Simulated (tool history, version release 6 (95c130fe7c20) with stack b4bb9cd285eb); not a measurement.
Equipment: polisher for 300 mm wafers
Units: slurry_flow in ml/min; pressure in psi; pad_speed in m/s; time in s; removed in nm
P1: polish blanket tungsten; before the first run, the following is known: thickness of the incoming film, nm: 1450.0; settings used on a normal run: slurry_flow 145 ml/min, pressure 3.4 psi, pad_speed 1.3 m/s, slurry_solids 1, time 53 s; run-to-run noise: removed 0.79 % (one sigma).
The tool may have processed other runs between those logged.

run   hour  slurry_flow  pressure  pad_speed  slurry_solids  time  wafers polished on this pad  hours since the slurry nozzle was cleaned  hours since the head pressure was calibrated  hours since the slurry blender was calibrated  hours since the slurry got fresh peroxide  removed
  1   15.7          145       3.4        1.3              1    53                          386                                      159.8                                         640.3                                          208.5                                       42.9   321.54
  2   32.3          145       4.3        0.7              1    53                          523                                      176.4                                         656.9                                          225.1                                       59.5   220.05
  3   40.1          145       3.4        1.3              1    53                          588                                      184.2                                         664.7                                          232.9                                       67.3    321.1
  4   55.3          145       1.5        1.3              1    53                          713                                      199.4                                         679.9                                          248.1                                       82.5    142.8
  5   65.2          145       3.4       0.82              1    53                          795                                      209.3                                         689.8                                            258                                       92.4   204.76
  6   74.3          145       3.4        1.3              1    53                          871                                      218.4                                         698.9                                          267.1                                      101.5   324.91
  7   85.8          145       3.4        1.3            0.8    53                          966                                      229.9                                         710.4                                          278.6                                        113   305.02
  8  101.1          145       3.4        1.3              1    53                         1092                                      245.2                                         725.7                                          293.9                                      128.3   316.07
  9  112.5          145       3.4        1.3              1    53                         1186                                      256.6                                         737.1                                          305.3                                      139.7   320.52
 10  124.5          145       5.1       0.66              1    53                         1286                                      268.6                                         749.1                                          317.3                                      151.7   245.47
 11  138.2          145       3.4        1.3              1    53                         1399                                      282.3                                         762.8                                            331                                      165.4   321.78
 12  151.4          145       1.5        1.3           1.45    53                         1508                                      295.5                                           776                                          344.2                                      178.6   155.14
 13  160.2          145       3.4        1.3              1    78                         1581                                      304.3                                         784.8                                            353                                      187.4   482.76
 14  169.9           90       3.4        1.3              1    53                         1661                                        314                                         794.5                                          362.7                                      197.1   287.27
 15  180.8          145       3.4        1.3              1    34                         1751                                      324.9                                         805.4                                          373.6                                        208   203.46
 16  196.2          145       3.4        1.3           1.35    53                         1878                                      340.3                                         820.8                                            389                                      223.4   343.02
 17  210.6          220       3.4        1.3              1    53                         1997                                      354.7                                         835.2                                          403.4                                      237.8   342.12
     223.6  -- slurry blender recalibrated
 18  228.4          145       4.5        1.3              1    53                         2144                                      372.5                                           853                                            4.8                                      255.6      434

Estimate the outcome of run 19 from the log above:
 19   243          145       3.4       2.06              1    53                         2265                                      387.1                                         867.6                                           19.4                                      270.2        ?

Run 19 yielded removed 511.66 nm.

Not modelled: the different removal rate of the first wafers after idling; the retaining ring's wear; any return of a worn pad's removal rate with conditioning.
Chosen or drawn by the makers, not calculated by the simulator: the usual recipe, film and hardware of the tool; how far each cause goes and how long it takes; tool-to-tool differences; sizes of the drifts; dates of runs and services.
